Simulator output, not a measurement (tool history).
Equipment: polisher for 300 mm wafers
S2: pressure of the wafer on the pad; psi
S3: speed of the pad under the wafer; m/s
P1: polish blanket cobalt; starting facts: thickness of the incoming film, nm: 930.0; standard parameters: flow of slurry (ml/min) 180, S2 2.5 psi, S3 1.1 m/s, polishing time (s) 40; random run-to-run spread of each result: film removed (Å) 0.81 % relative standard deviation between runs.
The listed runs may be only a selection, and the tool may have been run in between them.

run 1 hour=8.2 | flow_of_slurry_(ml/min)=180 S2=2.5 S3=1.1 polishing_time_(s)=40 | film_removed_(Å)=2761.8
run 2 hour=20.2 | flow_of_slurry_(ml/min)=110 S2=2.5 S3=1.1 polishing_time_(s)=23 | film_removed_(Å)=1444.5
run 3 hour=33.3 | flow_of_slurry_(ml/min)=180 S2=3.4 S3=1.1 polishing_time_(s)=40 | film_removed_(Å)=3751.7
run 4 hour=47.9 | flow_of_slurry_(ml/min)=180 S2=2.5 S3=1.1 polishing_time_(s)=40 | film_removed_(Å)=2757.9
-- hour=57 slurry nozzle cleaned
run 5 hour=60.6 | flow_of_slurry_(ml/min)=180 S2=2.5 S3=1.1 polishing_time_(s)=40 | film_removed_(Å)=2725.1
run 6 hour=69 | flow_of_slurry_(ml/min)=180 S2=2.5 S3=1.1 polishing_time_(s)=40 | film_removed_(Å)=2761.9
run 7 hour=78.1 | flow_of_slurry_(ml/min)=180 S2=2.5 S3=1.1 polishing_time_(s)=40 | film_removed_(Å)=2776
run 8 hour=86.6 | flow_of_slurry_(ml/min)=285 S2=2.5 S3=1.1 polishing_time_(s)=40 | film_removed_(Å)=2909.7
run 9 hour=97.4 | flow_of_slurry_(ml/min)=180 S2=2.5 S3=1.1 polishing_time_(s)=57 | film_removed_(Å)=3943.7
run 10 hour=110.9 | flow_of_slurry_(ml/min)=180 S2=2.5 S3=1.68 polishing_time_(s)=40 | film_removed_(Å)=4195.4
run 11 hour=123.7 | flow_of_slurry_(ml/min)=180 S2=1.3 S3=1.1 polishing_time_(s)=40 | film_removed_(Å)=1421.8
run 12 hour=132.4 | flow_of_slurry_(ml/min)=110 S2=2.5 S3=1.1 polishing_time_(s)=40 | film_removed_(Å)=2521.4
run 13 hour=139.7 | flow_of_slurry_(ml/min)=180 S2=2.5 S3=1.1 polishing_time_(s)=20 | film_removed_(Å)=1373.7
run 14 hour=154.9 | flow_of_slurry_(ml/min)=180 S2=2.5 S3=0.8 polishing_time_(s)=40 | film_removed_(Å)=1996
run 15 hour=166.9 | flow_of_slurry_(ml/min)=180 S2=2.5 S3=1.1 polishing_time_(s)=40 | film_removed_(Å)=2731.9
run 16 hour=176.5 | flow_of_slurry_(ml/min)=180 S2=2.5 S3=1.1 polishing_time_(s)=40 | film_removed_(Å)=2713.3
run 17 hour=185.8 | flow_of_slurry_(ml/min)=180 S2=2.5 S3=1.1 polishing_time_(s)=40 | film_removed_(Å)=2635.4
run 18 hour=195.7 | flow_of_slurry_(ml/min)=180 S2=2.5 S3=1.1 polishing_time_(s)=40 | film_removed_(Å)=2624.2
run 19 hour=211.5 | flow_of_slurry_(ml/min)=180 S2=2.5 S3=1.1 polishing_time_(s)=40 | film_removed_(Å)=2540.2
-- hour=214.4 head pressure recalibrated
run 20 hour=226.5 | flow_of_slurry_(ml/min)=180 S2=2.5 S3=1.1 polishing_time_(s)=40 | film_removed_(Å)=2539.3
run 21 hour=241.5 | flow_of_slurry_(ml/min)=180 S2=2.5 S3=1.1 polishing_time_(s)=40 | film_removed_(Å)=2541.3
run 22 hour=253.9 | flow_of_slurry_(ml/min)=180 S2=2.5 S3=1.1 polishing_time_(s)=40 | film_removed_(Å)=2489.8
run 23 hour=267.5 | flow_of_slurry_(ml/min)=180 S2=2.5 S3=1.1 polishing_time_(s)=40 | film_removed_(Å)=2481.4

Something has made what P1 gives creep away from where it was; the 2 causes below, each at its own stated size, fit the log equally well:
A: slurry flow missing at the pad, % = 38.8
B: removal rate lost through wear of the pad, % = 8.6
Onset of the creep was near hour 166.9.
Other possible causes, and why each is ruled out:
head's pressure below its setpoint, %: serviced after onset, at hour 214.4, with no recovery of the prior output

Of the 4 check runs below, each run on 5 wafers with the results averaged and each result still a question mark, which one would tell the listed causes apart?
run check 1 hour=281.1 | flow_of_slurry_(ml/min)=180 S2=2.5 S3=1.62 polishing_time_(s)=57 | film_removed_(Å)=?
run check 2 hour=281.1 | flow_of_slurry_(ml/min)=180 S2=1.8 S3=1.1 polishing_time_(s)=50 | film_removed_(Å)=?
run check 3 hour=281.1 | flow_of_slurry_(ml/min)=180 S2=1.5 S3=1.56 polishing_time_(s)=40 | film_removed_(Å)=?
run check 4 hour=281.1 | flow_of_slurry_(ml/min)=280 S2=2.5 S3=1.1 polishing_time_(s)=40 | film_removed_(Å)=?

What every check run would give for each of its results, assuming each possible cause in turn:
check=check_1 result=film_removed_(Å) if_A=5285.7 if_B=5286.6
check=check_2 result=film_removed_(Å) if_A=2266.8 if_B=2267.2
check=check_3 result=film_removed_(Å) if_A=2143.1 if_B=2143.5
check=check_4 result=film_removed_(Å) if_A=2736 if_B=2654.6
Per check, the gap between the least separated pair of causes, taken in the result that splits them most: check 1 0.02 %; check 2 0.02 %; check 3 0.02 %; check 4 3.02 %
Check 4 tells the causes apart: in the others they would give nearly the same result.

Check 4 has now been run. It gave: film removed (Å) 2735.5. Which of the candidate causes is it?

The correct cause is A, namely: slurry flow missing at the pad, %.
